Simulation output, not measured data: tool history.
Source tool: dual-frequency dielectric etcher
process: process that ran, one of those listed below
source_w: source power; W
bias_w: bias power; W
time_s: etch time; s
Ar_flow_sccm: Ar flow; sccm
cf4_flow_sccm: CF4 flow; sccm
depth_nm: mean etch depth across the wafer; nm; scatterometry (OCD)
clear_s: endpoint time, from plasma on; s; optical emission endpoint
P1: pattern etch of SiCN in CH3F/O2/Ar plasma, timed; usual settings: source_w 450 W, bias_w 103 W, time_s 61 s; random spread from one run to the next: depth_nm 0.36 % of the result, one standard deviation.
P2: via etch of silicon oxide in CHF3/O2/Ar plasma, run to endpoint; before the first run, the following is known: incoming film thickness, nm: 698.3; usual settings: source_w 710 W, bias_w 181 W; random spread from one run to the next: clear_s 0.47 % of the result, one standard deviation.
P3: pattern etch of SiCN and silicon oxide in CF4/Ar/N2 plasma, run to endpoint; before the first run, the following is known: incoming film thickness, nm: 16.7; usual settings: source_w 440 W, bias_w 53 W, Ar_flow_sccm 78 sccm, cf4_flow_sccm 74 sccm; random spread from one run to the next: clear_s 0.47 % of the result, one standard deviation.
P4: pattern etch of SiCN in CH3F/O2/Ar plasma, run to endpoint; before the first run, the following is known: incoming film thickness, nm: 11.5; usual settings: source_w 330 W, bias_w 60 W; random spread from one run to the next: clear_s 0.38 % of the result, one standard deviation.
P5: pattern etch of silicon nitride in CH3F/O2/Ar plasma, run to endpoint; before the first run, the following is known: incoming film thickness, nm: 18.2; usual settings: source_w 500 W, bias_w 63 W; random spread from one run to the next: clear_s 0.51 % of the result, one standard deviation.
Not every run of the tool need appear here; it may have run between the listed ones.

{"run": 1, "hour": 6.7, "process": "P1", "source_w": 450, "bias_w": 103, "time_s": 61, "depth_nm": 28.911}
{"run": 2, "hour": 14.5, "process": "P3", "source_w": 440, "bias_w": 53, "Ar_flow_sccm": 96, "cf4_flow_sccm": 74, "clear_s": 21.508}
{"run": 3, "hour": 25.3, "process": "P4", "source_w": 330, "bias_w": 60, "clear_s": 35.67}
{"run": 4, "hour": 36.3, "process": "P2", "source_w": 710, "bias_w": 181, "clear_s": 343.73}
{"run": 5, "hour": 48.8, "process": "P1", "source_w": 450, "bias_w": 103, "time_s": 61, "depth_nm": 28.861}
{"run": 6, "hour": 59.5, "process": "P4", "source_w": 330, "bias_w": 35, "clear_s": 42.349}
{"run": 7, "hour": 73.5, "process": "P1", "source_w": 360, "bias_w": 103, "time_s": 61, "depth_nm": 26.586}
{"run": 8, "hour": 84.3, "process": "P3", "source_w": 310, "bias_w": 53, "Ar_flow_sccm": 78, "cf4_flow_sccm": 74, "clear_s": 28.292}
{"run": 9, "hour": 93.2, "process": "P1", "source_w": 450, "bias_w": 103, "time_s": 61, "depth_nm": 28.792}
{"run": 10, "hour": 102.3, "process": "P1", "source_w": 600, "bias_w": 103, "time_s": 61, "depth_nm": 31.881}
{"run": 11, "hour": 111.5, "process": "P1", "source_w": 450, "bias_w": 103, "time_s": 61, "depth_nm": 29.063}
{"hour": 119.4, "done": "wet clean of the chamber"}
{"run": 12, "hour": 122.3, "process": "P4", "source_w": 400, "bias_w": 60, "clear_s": 32.926}
{"run": 13, "hour": 130.5, "process": "P1", "source_w": 450, "bias_w": 103, "time_s": 87.5, "depth_nm": 41.542}
{"run": 14, "hour": 139.1, "process": "P3", "source_w": 440, "bias_w": 53, "Ar_flow_sccm": 78, "cf4_flow_sccm": 59, "clear_s": 21.649}
{"run": 15, "hour": 153.5, "process": "P1", "source_w": 350, "bias_w": 133, "time_s": 61, "depth_nm": 28.998}
{"run": 16, "hour": 166.0, "process": "P5", "source_w": 500, "bias_w": 47, "clear_s": 28.356}
{"run": 17, "hour": 174.2, "process": "P1", "source_w": 320, "bias_w": 73, "time_s": 61, "depth_nm": 22.311}
{"run": 18, "hour": 183.9, "process": "P5", "source_w": 350, "bias_w": 63, "clear_s": 29.419}
{"run": 19, "hour": 192.9, "process": "P2", "source_w": 710, "bias_w": 108, "clear_s": 405.23}
{"run": 20, "hour": 199.7, "process": "P1", "source_w": 540, "bias_w": 103, "time_s": 74, "depth_nm": 37.386}
{"run": 21, "hour": 211.1, "process": "P3", "source_w": 440, "bias_w": 53, "Ar_flow_sccm": 78, "cf4_flow_sccm": 74, "clear_s": 20.913}
{"run": 22, "hour": 222.5, "process": "P1", "source_w": 450, "bias_w": 103, "time_s": 61, "depth_nm": 28.714}
{"run": 23, "hour": 234.5, "process": "P1", "source_w": 450, "bias_w": 103, "time_s": 61, "depth_nm": 28.973}
{"run": 24, "hour": 245.6, "process": "P5", "source_w": 500, "bias_w": 63, "clear_s": 25.755}
{"run": 25, "hour": 259.6, "process": "P1", "source_w": 450, "bias_w": 143, "time_s": 61, "depth_nm": 32.85}
{"run": 26, "hour": 273.5, "process": "P1", "source_w": 450, "bias_w": 80, "time_s": 61, "depth_nm": 26.37}
{"run": 27, "hour": 284.3, "process": "P1", "source_w": 450, "bias_w": 103, "time_s": 61, "depth_nm": 28.688}
{"run": 28, "hour": 294.7, "process": "P3", "source_w": 440, "bias_w": 53, "Ar_flow_sccm": 78, "cf4_flow_sccm": 74, "clear_s": 20.673}
{"run": 29, "hour": 304.9, "process": "P3", "source_w": 440, "bias_w": 37, "Ar_flow_sccm": 78, "cf4_flow_sccm": 74, "clear_s": 23.104}
{"run": 30, "hour": 315.2, "process": "P1", "source_w": 450, "bias_w": 103, "time_s": 43, "depth_nm": 20.355}
{"run": 31, "hour": 326.8, "process": "P2", "source_w": 930, "bias_w": 181, "clear_s": 311.87}
{"run": 32, "hour": 336.0, "process": "P5", "source_w": 500, "bias_w": 63, "clear_s": 25.937}
{"run": 33, "hour": 343.1, "process": "P1", "source_w": 450, "bias_w": 103, "time_s": 61, "depth_nm": 28.847}
{"run": 34, "hour": 353.6, "process": "P1", "source_w": 450, "bias_w": 103, "time_s": 61, "depth_nm": 28.713}
{"run": 35, "hour": 368.8, "process": "P1", "source_w": 450, "bias_w": 103, "time_s": 61, "depth_nm": 28.79}
{"run": 36, "hour": 377.8, "process": "P1", "source_w": 450, "bias_w": 103, "time_s": 61, "depth_nm": 28.488}
{"run": 37, "hour": 388.5, "process": "P1", "source_w": 450, "bias_w": 103, "time_s": 61, "depth_nm": 28.288}
{"run": 38, "hour": 396.6, "process": "P1", "source_w": 450, "bias_w": 103, "time_s": 61, "depth_nm": 28.429}
{"run": 39, "hour": 406.8, "process": "P1", "source_w": 450, "bias_w": 103, "time_s": 61, "depth_nm": 28.582}
{"hour": 413.0, "done": "wet clean of the chamber"}
{"run": 40, "hour": 421.5, "process": "P1", "source_w": 450, "bias_w": 103, "time_s": 61, "depth_nm": 28.322}
{"run": 41, "hour": 431.2, "process": "P1", "source_w": 450, "bias_w": 103, "time_s": 61, "depth_nm": 28.315}
{"run": 42, "hour": 445.7, "process": "P1", "source_w": 450, "bias_w": 103, "time_s": 61, "depth_nm": 28.594}

P1 has crept away from where it was. The log is fitted equally well by each of these 2 causes, at the sizes shown:
A: bias power that arrives under what is set, % = 4.65
B: source power that arrives under what is set, % = 4.73
At approximately hour 343.1, the process output began to creep.
Excluded causes, each with its reason:
chamber walls in a state that lowers the etch rate, %: its service at hour 413 followed the start of the drift and did not put the process back to its old value

Consider the 4 check runs below, whose results appear as question marks and each of which averages 2 wafers. Which one distinguishes the causes, in that each cause would give it a clearly different result?
{"run": "check 1", "hour": 460.2, "process": "P5", "source_w": 500, "bias_w": 54, "clear_s": "?"}
{"run": "check 2", "hour": 460.2, "process": "P3", "source_w": 440, "bias_w": 37, "Ar_flow_sccm": 90, "cf4_flow_sccm": 74, "clear_s": "?"}
{"run": "check 3", "hour": 460.2, "process": "P4", "source_w": 330, "bias_w": 36, "clear_s": "?"}
{"run": "check 4", "hour": 460.2, "process": "P2", "source_w": 910, "bias_w": 111, "clear_s": "?"}

Expected result of each check under each candidate cause:
check=check_1 result=clear_s if_A=27.512 if_B=27.624
check=check_2 result=clear_s if_A=23.943 if_B=24.688
check=check_3 result=clear_s if_A=42.612 if_B=42.82
check=check_4 result=clear_s if_A=371.51 if_B=373.58
Per-check spread between the two closest causes, in the result where they differ most: check 1 0.41 %; check 2 3.07 %; check 3 0.49 %; check 4 0.56 %
Only in check 2 would the causes give clearly different results; in the remaining checks their results would be nearly the same.

Check 2 has now been run. It gave: clear_s 24.009 s. Which of the candidate causes is it?

A is the cause: bias power that arrives under what is set, %.

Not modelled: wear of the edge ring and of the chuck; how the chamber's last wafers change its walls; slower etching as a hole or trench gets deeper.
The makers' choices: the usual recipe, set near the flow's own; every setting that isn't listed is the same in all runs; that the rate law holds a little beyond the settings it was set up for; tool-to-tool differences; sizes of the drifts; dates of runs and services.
